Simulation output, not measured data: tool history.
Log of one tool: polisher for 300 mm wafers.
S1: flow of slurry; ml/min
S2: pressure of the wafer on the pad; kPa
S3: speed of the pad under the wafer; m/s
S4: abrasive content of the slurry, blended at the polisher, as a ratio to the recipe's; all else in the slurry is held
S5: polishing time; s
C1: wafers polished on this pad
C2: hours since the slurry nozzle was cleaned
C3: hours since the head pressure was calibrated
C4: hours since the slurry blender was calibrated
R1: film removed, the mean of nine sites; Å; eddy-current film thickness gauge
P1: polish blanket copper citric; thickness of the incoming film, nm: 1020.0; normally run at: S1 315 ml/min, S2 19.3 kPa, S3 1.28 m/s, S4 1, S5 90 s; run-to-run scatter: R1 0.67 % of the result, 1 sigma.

run     day   S1    S2    S3    S4   S5    C1     C2     C3     C4      R1
  1   0.558  315  19.3  1.28     1   90   308  143.6    197   98.4  2777.8
  2   1.138  315  19.3  0.72     1   90   454  157.5  210.9  112.3  1584.4
  3   1.538  315  19.3  1.28  1.35   90   554  167.1  220.5  121.9  2941.2
  4   1.904  390  19.3  1.28   1.3   90   646  175.9  229.3  130.7  2975.5
  5   2.417  315  19.3  1.28     1   57   775  188.2  241.6    143  1740.1
  6   2.971  315  19.3  1.28     1   90   914  201.5  254.9  156.3    2765
  7   3.371  315  19.3  1.98     1   90  1015  211.1  264.5  165.9  4238.3
        3.5  -- worn pad replaced by a new one
  8   3.971  315  19.3  1.28     1   90   118  225.5  278.9  180.3  2770.3
  9   4.421  315  19.3  1.28  0.65   90   231  236.3  289.7  191.1  2552.8
 10   4.738  315  19.3  1.28     1   90   310  243.9  297.3  198.7  2787.8
      5.229  -- slurry blender recalibrated
 11   5.338  190  19.3  1.28     1   90   461  258.3  311.7    2.6  2640.9
 12   5.892  315  25.5  1.28     1   90   600  271.6    325   15.9  3649.4
 13   6.379  425  19.3  1.28     1   90   723  283.3  336.7   27.6    2832
 14   6.679  315  19.3  1.28     1   90   798  290.5  343.9   34.8  2778.3
 15   7.021  315  19.3  1.28     1  135   884  298.7  352.1     43  4167.6
 16   7.538  315  13.1  1.28     1   90  1014  311.1  364.5   55.4  1891.5
 17   8.058  315  19.3  1.28     1   90  1144  323.6    377   67.9  2763.3
 18   8.492  315  19.3  1.28     1   90  1253    334  387.4   78.3  2717.1
 19   8.854  315  19.3  1.28     1   90  1344  342.7  396.1     87  2688.4
 20   9.208  315  19.3  1.28     1   90  1433  351.2  404.6   95.5    2720
 21   9.567  315  19.3  1.28     1   90  1523  359.8  413.2  104.1    2689
 22    10.1  315  19.3  1.28     1   90  1657  372.6    426  116.9  2662.6
       10.3  -- worn pad replaced by a new one
 23  10.438  315  19.3  1.28     1   90    35  380.7  434.1    125  2667.5
     10.725  -- head pressure recalibrated
 24  10.946  315  19.3  1.28     1   90   162  392.9    5.4  137.2  2648.4
 25  11.479  315  19.3  1.28     1   90   296  405.7   18.2    150  2649.8
 26  11.779  315  19.3  1.28     1   90   372  412.9   25.4  157.2  2628.5
 27  12.162  315  19.3  1.28     1   90   468  422.1   34.6  166.4  2627.5
 28  12.625  315  19.3  1.28     1   90   584  433.2   45.7  177.5  2644.9

What P1 gives has crept away from where it was. These 2 causes fit the log equally well, each at the size given:
A: abrasive missing from the slurry, % = 22.4
B: slurry flow missing at the pad, % = 38.9
The creep began at about day 8.058.
Why every other cause is out:
removal rate lost through wear of the pad, %: serviced at day 10.3, which brought nothing back
head's pressure below its setpoint, %: serviced at day 10.725, which brought nothing back

4 check runs are offered, each on 3 wafers whose results are averaged, their results left as question marks. Which one tells the causes apart?
check 1  13.088  315  25.5  1.02   1   90                   ?
check 2  13.088  315  19.3  1.94   1   90                   ?
check 3  13.088  315  19.3  1.94   1  129                   ?
check 4  13.088  190  19.3  1.28   1   62                   ?

What each check would give under each cause:
  check  result    if A    if B
check 1      R1  2759.6  2759.6
check 2      R1  3948.6  3948.6
check 3      R1  5659.7  5659.7
check 4      R1    1710  1655.5
How far apart the two closest causes lie, in the result that separates them most: check 1 0 %; check 2 0 %; check 3 0 %; check 4 3.24 %
Only check 4 tells the causes apart: in the others they would give nearly the same result.

Check 4 was then run and gave: R1 1650.1 Å. Which cause is it?

It is B: slurry flow missing at the pad, %.

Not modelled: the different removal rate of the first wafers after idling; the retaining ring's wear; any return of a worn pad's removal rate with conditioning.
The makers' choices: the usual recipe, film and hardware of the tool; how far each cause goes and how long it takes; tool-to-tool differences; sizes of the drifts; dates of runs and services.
